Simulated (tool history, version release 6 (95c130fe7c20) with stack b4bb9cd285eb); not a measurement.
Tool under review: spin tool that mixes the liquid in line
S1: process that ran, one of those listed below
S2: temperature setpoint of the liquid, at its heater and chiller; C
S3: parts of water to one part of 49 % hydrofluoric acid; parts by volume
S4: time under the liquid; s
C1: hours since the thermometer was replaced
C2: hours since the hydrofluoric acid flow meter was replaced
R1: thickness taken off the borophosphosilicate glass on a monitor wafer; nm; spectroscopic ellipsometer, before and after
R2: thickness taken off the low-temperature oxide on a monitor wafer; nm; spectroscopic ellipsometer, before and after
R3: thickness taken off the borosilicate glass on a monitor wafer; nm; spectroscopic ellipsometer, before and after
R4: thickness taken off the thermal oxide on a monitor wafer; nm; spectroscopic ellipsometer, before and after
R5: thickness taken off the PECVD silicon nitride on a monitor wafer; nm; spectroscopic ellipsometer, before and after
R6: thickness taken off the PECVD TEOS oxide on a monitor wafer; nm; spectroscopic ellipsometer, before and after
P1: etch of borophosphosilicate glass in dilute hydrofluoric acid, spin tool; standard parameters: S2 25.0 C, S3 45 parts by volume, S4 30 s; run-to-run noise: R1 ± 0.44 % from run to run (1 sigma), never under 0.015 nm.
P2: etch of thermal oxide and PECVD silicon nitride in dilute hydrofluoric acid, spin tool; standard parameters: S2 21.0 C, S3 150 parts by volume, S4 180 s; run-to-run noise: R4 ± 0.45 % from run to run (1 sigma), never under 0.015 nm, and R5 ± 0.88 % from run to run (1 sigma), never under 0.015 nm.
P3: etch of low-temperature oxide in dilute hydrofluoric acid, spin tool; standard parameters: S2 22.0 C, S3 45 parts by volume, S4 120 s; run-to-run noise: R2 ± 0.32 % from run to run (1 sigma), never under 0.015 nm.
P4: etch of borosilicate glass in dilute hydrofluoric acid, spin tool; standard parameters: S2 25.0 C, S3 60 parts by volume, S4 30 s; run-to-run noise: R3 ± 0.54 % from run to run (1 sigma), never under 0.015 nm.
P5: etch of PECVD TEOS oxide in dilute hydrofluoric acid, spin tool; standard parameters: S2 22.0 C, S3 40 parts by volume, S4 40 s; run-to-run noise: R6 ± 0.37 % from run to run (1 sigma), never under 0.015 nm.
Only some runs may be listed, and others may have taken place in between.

run,hour,S1,S2,S3,S4,C1,C2,R1,R2,R3,R4,R5,R6
1,8.8,P1,25.0,45,30,1491.0,777.1,42.229,,,,,
2,15.0,P1,25.0,25,30,1497.2,783.3,78.119,,,,,
3,25.7,P3,22.0,45,120,1507.9,794.0,,51.1490,,,,
4,34.0,P1,25.0,45,15,1516.2,802.3,21.222,,,,,
5,40.7,P4,25.0,100,30,1522.9,809.0,,,6.6442,,,
6,48.0,P1,25.0,45,30,1530.2,816.3,42.119,,,,,
7,58.2,P2,21.0,95,180,1540.4,826.5,,,,7.9046,3.52550,
8,67.5,P1,25.0,45,30,1549.7,835.8,42.670,,,,,
9,76.0,P3,22.0,45,15,1558.2,844.3,,6.3865,,,,
10,80.9,P1,25.0,45,30,1563.1,849.2,41.924,,,,,
11,87.8,P1,25.0,45,30,1570.0,856.1,42.213,,,,,
12,98.3,P1,25.0,20,60,1580.5,866.6,198.040,,,,,
13,106.0,P5,22.0,40,20,1588.2,874.3,,,,,,13.555
14,114.4,P3,18.0,45,120,1596.6,882.7,,42.6160,,,,
15,122.5,P2,21.0,150,180,1604.7,890.8,,,,4.7567,2.25940,
16,127.7,P5,22.0,40,40,1609.9,896.0,,,,,,26.963
17,136.2,P1,30.0,45,30,1618.4,904.5,51.667,,,,,
18,143.7,P5,22.0,40,40,1625.9,912.0,,,,,,27.110
19,153.7,P1,21.0,45,30,1635.9,922.0,35.662,,,,,
20,160.0,P4,25.0,60,45,1642.2,928.3,,,17.4710,,,
21,169.8,P4,25.0,60,30,1652.0,938.1,,,11.5870,,,
22,177.8,P5,27.5,40,40,1660.0,946.1,,,,,,34.080
23,185.4,P5,22.0,20,40,1667.6,953.7,,,,,,55.409
24,191.9,P3,22.0,45,120,1674.1,960.2,,50.8910,,,,
25,198.0,P3,22.0,60,120,1680.2,966.3,,37.3250,,,,
26,204.7,P2,17.0,150,180,1686.9,973.0,,,,4.0028,1.71510,
27,213.0,P4,29.5,60,30,1695.2,981.3,,,13.8650,,,
28,219.3,P1,25.0,60,30,1701.5,987.6,30.954,,,,,
# hour 220.8: thermometer replaced
29,227.2,P2,21.0,150,45,6.5,995.5,,,,1.1572,0.53662,
30,237.1,P1,25.0,65,45,16.4,1005.4,42.796,,,,,
31,244.0,P1,25.0,45,60,23.3,1012.3,84.081,,,,,
32,252.1,P1,25.0,45,30,31.4,1020.4,42.486,,,,,
33,261.5,P1,25.0,45,30,40.8,1029.8,41.472,,,,,
34,271.3,P1,25.0,45,30,50.6,1039.6,40.747,,,,,
35,280.3,P1,25.0,45,30,59.6,1048.6,40.269,,,,,
36,285.4,P1,25.0,45,30,64.7,1053.7,40.381,,,,,
37,292.1,P1,25.0,45,30,71.4,1060.4,40.010,,,,,
38,303.1,P1,25.0,45,30,82.4,1071.4,40.212,,,,,

Run 39 comes next. What will it give?
39,308.5,P1,25.0,45,30,87.8,1076.8,?,,,,,

For run 39 the tool returned R1 40.090 nm.
